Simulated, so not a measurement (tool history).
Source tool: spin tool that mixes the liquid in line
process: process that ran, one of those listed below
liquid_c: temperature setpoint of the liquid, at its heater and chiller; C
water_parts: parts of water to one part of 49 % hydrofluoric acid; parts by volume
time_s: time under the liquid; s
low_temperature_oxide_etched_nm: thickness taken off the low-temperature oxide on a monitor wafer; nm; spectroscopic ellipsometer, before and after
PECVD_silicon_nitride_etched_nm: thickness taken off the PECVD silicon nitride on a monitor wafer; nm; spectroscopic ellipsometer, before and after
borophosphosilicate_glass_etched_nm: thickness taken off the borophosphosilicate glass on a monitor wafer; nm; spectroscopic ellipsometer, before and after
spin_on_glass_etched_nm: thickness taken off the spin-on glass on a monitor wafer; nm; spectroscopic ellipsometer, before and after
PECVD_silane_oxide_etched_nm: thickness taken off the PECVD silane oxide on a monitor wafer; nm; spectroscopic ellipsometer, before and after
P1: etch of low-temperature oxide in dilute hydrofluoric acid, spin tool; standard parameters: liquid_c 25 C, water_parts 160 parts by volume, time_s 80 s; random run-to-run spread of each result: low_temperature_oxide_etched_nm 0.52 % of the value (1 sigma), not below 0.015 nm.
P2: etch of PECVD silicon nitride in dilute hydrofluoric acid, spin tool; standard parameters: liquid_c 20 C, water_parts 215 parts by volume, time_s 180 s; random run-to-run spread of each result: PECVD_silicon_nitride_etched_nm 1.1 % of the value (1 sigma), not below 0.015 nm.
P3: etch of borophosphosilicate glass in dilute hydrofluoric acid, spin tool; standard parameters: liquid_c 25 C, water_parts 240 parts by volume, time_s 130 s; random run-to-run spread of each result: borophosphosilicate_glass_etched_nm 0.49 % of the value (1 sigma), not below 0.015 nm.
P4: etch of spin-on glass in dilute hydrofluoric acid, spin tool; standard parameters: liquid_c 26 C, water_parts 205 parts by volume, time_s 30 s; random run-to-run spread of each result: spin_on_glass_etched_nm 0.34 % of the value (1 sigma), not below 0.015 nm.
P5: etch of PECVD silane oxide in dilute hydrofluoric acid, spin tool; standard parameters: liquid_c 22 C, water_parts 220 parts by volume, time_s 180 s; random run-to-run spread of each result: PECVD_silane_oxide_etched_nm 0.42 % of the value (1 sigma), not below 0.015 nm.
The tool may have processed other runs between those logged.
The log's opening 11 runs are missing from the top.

| run | day | process | liquid_c | water_parts | time_s | low_temperature_oxide_etched_nm | PECVD_silicon_nitride_etched_nm | borophosphosilicate_glass_etched_nm | spin_on_glass_etched_nm | PECVD_silane_oxide_etched_nm |
|---|---|---|---|---|---|---|---|---|---|---|
| 12 | 5.021 | P1 | 25 | 160 | 15 | 1.1009 |  |  |  |  |
| 13 | 5.571 | P1 | 25 | 160 | 80 | 5.9887 |  |  |  |  |
| 14 | 5.971 | P2 | 20 | 215 | 315 |  | 4.2321 |  |  |  |
| 15 | 6.279 | P1 | 25 | 160 | 80 | 5.9348 |  |  |  |  |
| 16 | 6.633 | P1 | 25 | 160 | 80 | 5.8991 |  |  |  |  |
| 17 | 7.108 | P1 | 25 | 95 | 80 | 10.792 |  |  |  |  |
| 18 | 7.371 | P2 | 27.5 | 215 | 180 |  | 3.8451 |  |  |  |
| 19 | 7.896 | P1 | 25 | 275 | 125 | 4.7534 |  |  |  |  |
| 20 | 8.275 | P3 | 25 | 240 | 130 |  |  | 40.656 |  |  |
| 21 | 8.6 | P4 | 26 | 110 | 30 |  |  |  | 17.817 |  |
| 22 | 8.921 | P2 | 20 | 215 | 180 |  | 2.4698 |  |  |  |
| 23 | 9.304 | P3 | 25 | 240 | 130 |  |  | 41.251 |  |  |
| 24 | 9.721 | P1 | 29 | 160 | 80 | 6.8585 |  |  |  |  |

For run 25, what comes out?
| 25 | 10.183 | P1 | 25 | 160 | 125 | ? |  |  |  |  |

Run 25 yielded low_temperature_oxide_etched_nm 9.3533 nm.

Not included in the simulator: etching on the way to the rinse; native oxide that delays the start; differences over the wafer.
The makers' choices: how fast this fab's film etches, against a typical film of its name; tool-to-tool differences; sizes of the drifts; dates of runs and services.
